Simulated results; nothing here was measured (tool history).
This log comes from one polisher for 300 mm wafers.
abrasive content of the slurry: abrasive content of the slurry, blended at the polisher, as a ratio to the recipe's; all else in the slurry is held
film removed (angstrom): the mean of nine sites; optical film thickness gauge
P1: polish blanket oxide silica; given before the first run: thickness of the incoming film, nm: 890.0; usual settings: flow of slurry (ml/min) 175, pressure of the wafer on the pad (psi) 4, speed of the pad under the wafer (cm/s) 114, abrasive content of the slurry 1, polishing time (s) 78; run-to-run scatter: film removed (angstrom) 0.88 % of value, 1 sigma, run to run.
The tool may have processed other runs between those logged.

run	hour	flow of slurry (ml/min)	pressure of the wafer on the pad (psi)	speed of the pad under the wafer (cm/s)	abrasive content of the slurry	polishing time (s)	wafers polished on this pad	hours since the slurry nozzle was cleaned	hours since the head pressure was calibrated	hours since the slurry blender was calibrated	hours since the conditioning disc was replaced	film removed (angstrom)
1	7.8	175	4	114	1	78	815	531.4	257.7	79	161.5	2646.9
2	13.2	175	4	114	1.4	78	866	536.8	263.1	84.4	166.9	3050.8
3	21	250	4	114	1	78	940	544.6	270.9	92.2	174.7	2786.8
4	28	175	4	114	1	35	1007	551.6	277.9	99.2	181.7	1184.2
5	32.9	175	1.8	114	1	78	1053	556.5	282.8	104.1	186.6	1193.4
6	38.3	175	4	58	1	78	1104	561.9	288.2	109.5	192	1547.1
7	43	115	4	114	1	78	1149	566.6	292.9	114.2	196.7	2436.2
8	49.2	175	4	114	1	78	1208	572.8	299.1	120.4	202.9	2618.2
9	52.7	175	4	114	1	78	1241	576.3	302.6	123.9	206.4	2661.2
10	58.4	175	4	176	1	78	1295	582	308.3	129.6	212.1	3712.9
11	66	175	4	114	0.5	78	1367	589.6	315.9	137.2	219.7	1809.6
12	70.5	175	4	114	1	78	1410	594.1	320.4	141.7	224.2	2662
13	76.9	175	4	114	1.4	104	1470	600.5	326.8	148.1	230.6	4090.8
14	80.6	175	6.1	114	1	78	1505	604.2	330.5	151.8	234.3	4070.9
15	85.8	175	4	114	1	108	1555	609.4	335.7	157	239.5	3621.3
16	89.5	175	4	114	1	78	1590	613.1	339.4	160.7	243.2	2646.5
17	96.3	175	4	114	1	78	1654	619.9	346.2	167.5	250	2640.4
18	103.9	175	4	114	1	78	1727	627.5	353.8	175.1	257.6	2497.7
19	107.9	175	4	114	1	78	1764	631.5	357.8	179.1	261.6	2515.9
20	113.9	175	4	114	1	78	1821	637.5	363.8	185.1	267.6	2433.4
21	117.9	175	4	114	1	78	1859	641.5	367.8	189.1	271.6	2418.3
22	122	175	4	114	1	78	1898	645.6	371.9	193.2	275.7	2369.3
23	128.7	175	4	114	1	78	1962	652.3	378.6	199.9	282.4	2341
# hour 133.1: worn pad replaced by a new one
# hour 133.5: conditioning disc replaced and pad reconditioned
24	133.7	175	4	114	1	78	6	657.3	383.6	204.9	0.3	2357.6
25	137.6	175	4	114	1	78	43	661.2	387.5	208.8	4.2	2356.9
# hour 138.6: slurry nozzle cleaned
26	143.7	175	4	114	1	78	101	5.1	393.6	214.9	10.3	2353.8
27	151.4	175	4	114	1	78	174	12.8	401.3	222.6	18	2367
28	157.6	175	4	114	1	78	233	19	407.5	228.8	24.2	2315.9

P1 has crept away from where it was. The log is fitted equally well by each of these 2 causes, at the sizes shown:
A: head's pressure below its setpoint, % = 11.3
B: abrasive missing from the slurry, % = 21.8
The process output started creeping at around hour 96.3.
Other possible causes, and why each is ruled out:
removal rate lost through wear of the pad, %: was serviced at hour 133.1, once the creep was under way, yet the earlier output never came back
slurry flow missing at the pad, %: was serviced at hour 138.6, once the creep was under way, yet the earlier output never came back
time polished since the conditioner stopped cutting, s: was serviced at hour 133.5, once the creep was under way, yet the earlier output never came back

Consider the 4 check runs below, whose results appear as question marks and each of which averages 3 wafers. Which one distinguishes the causes, in that each cause would give it a clearly different result?
check 1	163.8	230	4	114	1	78						?
check 2	163.8	230	4	74	1	78						?
check 3	163.8	175	5.4	162	1	78						?
check 4	163.8	175	4	114	0.5	78						?

If the cause were each of the candidates in turn, the checks would give the following:
check	result	if A	if B
check 1	film removed (angstrom)	2437.4	2438.9
check 2	film removed (angstrom)	1725	1726.1
check 3	film removed (angstrom)	4203	4205.5
check 4	film removed (angstrom)	1615.9	1551.4
Separation of the two closest causes in each check, using whichever result separates them best: check 1 0.06 %; check 2 0.06 %; check 3 0.06 %; check 4 4.07 %
The other checks would show nearly matching results whichever cause is true, so check 4 is the only one that separates the causes.

The results of check 4 are: film removed (angstrom) 1608.1. Based on these, which of the listed causes is it?

A is the cause: head's pressure below its setpoint, %.

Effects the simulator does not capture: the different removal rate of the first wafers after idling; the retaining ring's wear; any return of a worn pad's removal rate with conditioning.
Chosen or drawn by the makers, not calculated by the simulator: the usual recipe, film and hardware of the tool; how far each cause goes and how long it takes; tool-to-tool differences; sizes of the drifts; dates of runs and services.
